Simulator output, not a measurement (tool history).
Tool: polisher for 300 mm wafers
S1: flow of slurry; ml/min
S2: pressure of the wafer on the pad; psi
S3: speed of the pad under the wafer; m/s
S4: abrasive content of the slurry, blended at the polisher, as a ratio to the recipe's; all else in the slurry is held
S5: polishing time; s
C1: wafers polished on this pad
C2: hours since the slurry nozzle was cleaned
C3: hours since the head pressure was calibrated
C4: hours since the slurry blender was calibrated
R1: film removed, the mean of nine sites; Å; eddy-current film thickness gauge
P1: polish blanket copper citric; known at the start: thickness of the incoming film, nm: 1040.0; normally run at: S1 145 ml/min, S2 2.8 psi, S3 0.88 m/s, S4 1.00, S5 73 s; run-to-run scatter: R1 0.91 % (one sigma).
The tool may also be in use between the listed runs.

| run | hour | S1 | S2 | S3 | S4 | S5 | C1 | C2 | C3 | C4 | R1 |
|---|---|---|---|---|---|---|---|---|---|---|---|
| 1 | 7.9 | 145 | 2.8 | 0.88 | 1.00 | 73 | 562 | 168.2 | 392.9 | 92.4 | 1664.70 |
| 2 | 14.2 | 145 | 4.2 | 0.88 | 1.00 | 73 | 632 | 174.5 | 399.2 | 98.7 | 2474.60 |
|  | 24.5 | head pressure recalibrated |
| 3 | 24.7 | 145 | 2.8 | 0.54 | 1.00 | 73 | 749 | 185.0 | 0.3 | 109.2 | 1042.30 |
| 4 | 30.8 | 145 | 2.8 | 0.88 | 1.00 | 73 | 817 | 191.1 | 6.4 | 115.3 | 1648.60 |
| 5 | 39.0 | 145 | 2.8 | 0.88 | 1.00 | 73 | 909 | 199.3 | 14.6 | 123.5 | 1632.60 |
| 6 | 50.3 | 145 | 2.8 | 0.88 | 1.00 | 49 | 1035 | 210.6 | 25.9 | 134.8 | 1111.60 |
| 7 | 60.5 | 145 | 4.2 | 1.28 | 1.00 | 73 | 1149 | 220.8 | 36.1 | 145.0 | 3528.70 |
| 8 | 69.4 | 145 | 2.8 | 0.88 | 0.75 | 73 | 1248 | 229.7 | 45.0 | 153.9 | 1594.30 |
| 9 | 77.7 | 85 | 2.8 | 0.88 | 1.00 | 73 | 1341 | 238.0 | 53.3 | 162.2 | 1492.00 |
| 10 | 85.1 | 145 | 2.8 | 0.88 | 1.00 | 112 | 1423 | 245.4 | 60.7 | 169.6 | 2569.20 |
| 11 | 96.5 | 180 | 2.8 | 0.88 | 1.00 | 73 | 1551 | 256.8 | 72.1 | 181.0 | 1736.80 |
| 12 | 109.3 | 145 | 4.4 | 0.88 | 1.00 | 42 | 1693 | 269.6 | 84.9 | 193.8 | 1480.20 |
| 13 | 121.3 | 145 | 2.8 | 1.34 | 1.00 | 73 | 1827 | 281.6 | 96.9 | 205.8 | 2507.90 |
|  | 126.6 | slurry nozzle cleaned |
| 14 | 127.5 | 145 | 2.8 | 0.88 | 1.45 | 73 | 1897 | 0.9 | 103.1 | 212.0 | 1808.30 |
| 15 | 139.4 | 145 | 2.8 | 0.88 | 1.00 | 73 | 2029 | 12.8 | 115.0 | 223.9 | 1635.50 |
| 16 | 147.2 | 145 | 2.8 | 0.88 | 1.00 | 73 | 2116 | 20.6 | 122.8 | 231.7 | 1648.80 |
| 17 | 156.1 | 145 | 1.3 | 0.88 | 1.00 | 73 | 2216 | 29.5 | 131.7 | 240.6 | 788.49 |
| 18 | 161.7 | 145 | 2.8 | 0.88 | 1.00 | 73 | 2278 | 35.1 | 137.3 | 246.2 | 1659.90 |
| 19 | 173.2 | 145 | 2.8 | 0.88 | 1.00 | 73 | 2407 | 46.6 | 148.8 | 257.7 | 1553.00 |
| 20 | 182.2 | 145 | 2.8 | 0.88 | 1.00 | 73 | 2507 | 55.6 | 157.8 | 266.7 | 1533.60 |
|  | 188.4 | head pressure recalibrated |
| 21 | 188.5 | 145 | 2.8 | 0.88 | 1.00 | 73 | 2577 | 61.9 | 0.2 | 273.0 | 1514.60 |
|  | 190.7 | slurry blender recalibrated |
| 22 | 194.3 | 145 | 2.8 | 0.88 | 1.00 | 73 | 2642 | 67.7 | 6.0 | 3.6 | 1492.00 |
| 23 | 203.3 | 145 | 2.8 | 0.88 | 1.00 | 73 | 2743 | 76.7 | 15.0 | 12.6 | 1505.80 |
| 24 | 208.9 | 145 | 2.8 | 0.88 | 1.00 | 73 | 2805 | 82.3 | 20.6 | 18.2 | 1483.80 |

What P1 gives has crept away from where it was. These 2 causes fit the log equally well, each at the size given:
A: removal rate lost through wear of the pad, % = 10.3
B: slurry flow missing at the pad, % = 38.5
The creep began at about hour 161.7.
Why every other cause is out:
head's pressure below its setpoint, %: serviced at hour 188.4, which brought nothing back
abrasive missing from the slurry, %: serviced at hour 190.7, which brought nothing back

4 check runs are offered, each on 2 wafers whose results are averaged, their results left as question marks. Which one tells the causes apart?
| check 1 | 214.5 | 145 | 1.7 | 0.88 | 1.40 | 73 |  |  |  |  | ? |
| check 2 | 214.5 | 95 | 2.8 | 1.22 | 1.00 | 73 |  |  |  |  | ? |
| check 3 | 214.5 | 145 | 3.5 | 1.34 | 1.00 | 73 |  |  |  |  | ? |
| check 4 | 214.5 | 145 | 4.1 | 0.88 | 1.00 | 107 |  |  |  |  | ? |

What each check would give under each cause:
| check | result | if A | if B |
|---|---|---|---|
| check 1 | R1 | 994.20 | 993.83 |
| check 2 | R1 | 1872.80 | 1783.70 |
| check 3 | R1 | 2803.00 | 2802.00 |
| check 4 | R1 | 3175.40 | 3174.20 |
How far apart the two closest causes lie, in the result that separates them most: check 1 0.04 %; check 2 4.87 %; check 3 0.04 %; check 4 0.04 %
Only check 2 tells the causes apart: in the others they would give nearly the same result.

Check 2 was then run and gave: R1 1865.80 Å. Which cause is it?

It is A: removal rate lost through wear of the pad, %.
